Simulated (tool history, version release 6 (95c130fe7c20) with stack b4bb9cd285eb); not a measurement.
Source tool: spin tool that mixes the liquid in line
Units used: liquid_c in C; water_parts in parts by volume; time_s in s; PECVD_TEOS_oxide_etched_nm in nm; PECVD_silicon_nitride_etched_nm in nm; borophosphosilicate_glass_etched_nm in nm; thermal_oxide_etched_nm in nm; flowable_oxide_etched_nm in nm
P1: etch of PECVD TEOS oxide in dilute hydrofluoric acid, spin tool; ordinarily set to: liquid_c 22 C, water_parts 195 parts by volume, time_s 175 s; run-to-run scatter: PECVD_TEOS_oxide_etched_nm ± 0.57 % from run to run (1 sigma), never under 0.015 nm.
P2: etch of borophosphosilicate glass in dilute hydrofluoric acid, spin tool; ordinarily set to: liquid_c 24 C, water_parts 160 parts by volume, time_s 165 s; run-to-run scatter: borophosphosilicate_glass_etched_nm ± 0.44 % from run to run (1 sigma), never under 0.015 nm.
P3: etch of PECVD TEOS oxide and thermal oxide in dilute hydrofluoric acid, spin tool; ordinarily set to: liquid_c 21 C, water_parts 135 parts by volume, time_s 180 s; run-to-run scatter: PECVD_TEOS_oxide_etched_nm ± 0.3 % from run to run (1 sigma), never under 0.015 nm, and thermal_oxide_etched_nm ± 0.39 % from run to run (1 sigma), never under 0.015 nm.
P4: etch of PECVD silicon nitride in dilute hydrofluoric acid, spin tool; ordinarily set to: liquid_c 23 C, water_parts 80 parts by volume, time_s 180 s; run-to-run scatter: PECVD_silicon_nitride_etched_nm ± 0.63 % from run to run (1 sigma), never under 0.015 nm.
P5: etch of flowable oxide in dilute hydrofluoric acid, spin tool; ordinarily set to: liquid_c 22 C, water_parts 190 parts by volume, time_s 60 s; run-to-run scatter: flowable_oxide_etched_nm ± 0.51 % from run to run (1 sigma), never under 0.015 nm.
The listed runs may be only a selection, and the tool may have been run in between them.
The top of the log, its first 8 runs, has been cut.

run,day,process,liquid_c,water_parts,time_s,hours since the thermometer was replaced,hours since the hydrofluoric acid flow meter was replaced,PECVD_TEOS_oxide_etched_nm,PECVD_silicon_nitride_etched_nm,borophosphosilicate_glass_etched_nm,thermal_oxide_etched_nm,flowable_oxide_etched_nm
9,1.804,P1,29,195,175,674.5,980.2,8.1294,,,,
10,1.954,P4,23,80,180,678.1,983.8,,4.117,,,
11,2.188,P1,22,105,290,683.7,989.4,21.398,,,,
12,2.304,P3,21,45,180,686.5,992.2,78.84,,,18.864,
13,2.5,P5,22,190,115,691.2,996.9,,,,,21.729
14,2.642,P3,28.5,135,180,694.6,1000.3,31.712,,,7.6445,
15,2.85,P5,22,190,60,699.6,1005.3,,,,,11.244
16,3.05,P2,28.5,160,165,704.4,1010.1,,,61.393,,
17,3.238,P3,21,135,180,708.9,1014.6,23.773,,,5.7348,
18,3.392,P2,24,160,95,712.6,1018.3,,,29.768,,
19,3.575,P1,22,195,175,717,1022.7,6.2829,,,,

Estimate the outcome of run 20 from the log above:
20,3.717,P1,22,195,175,720.4,1026.1,?,,,,

PECVD_TEOS_oxide_etched_nm: 6.3124 nm

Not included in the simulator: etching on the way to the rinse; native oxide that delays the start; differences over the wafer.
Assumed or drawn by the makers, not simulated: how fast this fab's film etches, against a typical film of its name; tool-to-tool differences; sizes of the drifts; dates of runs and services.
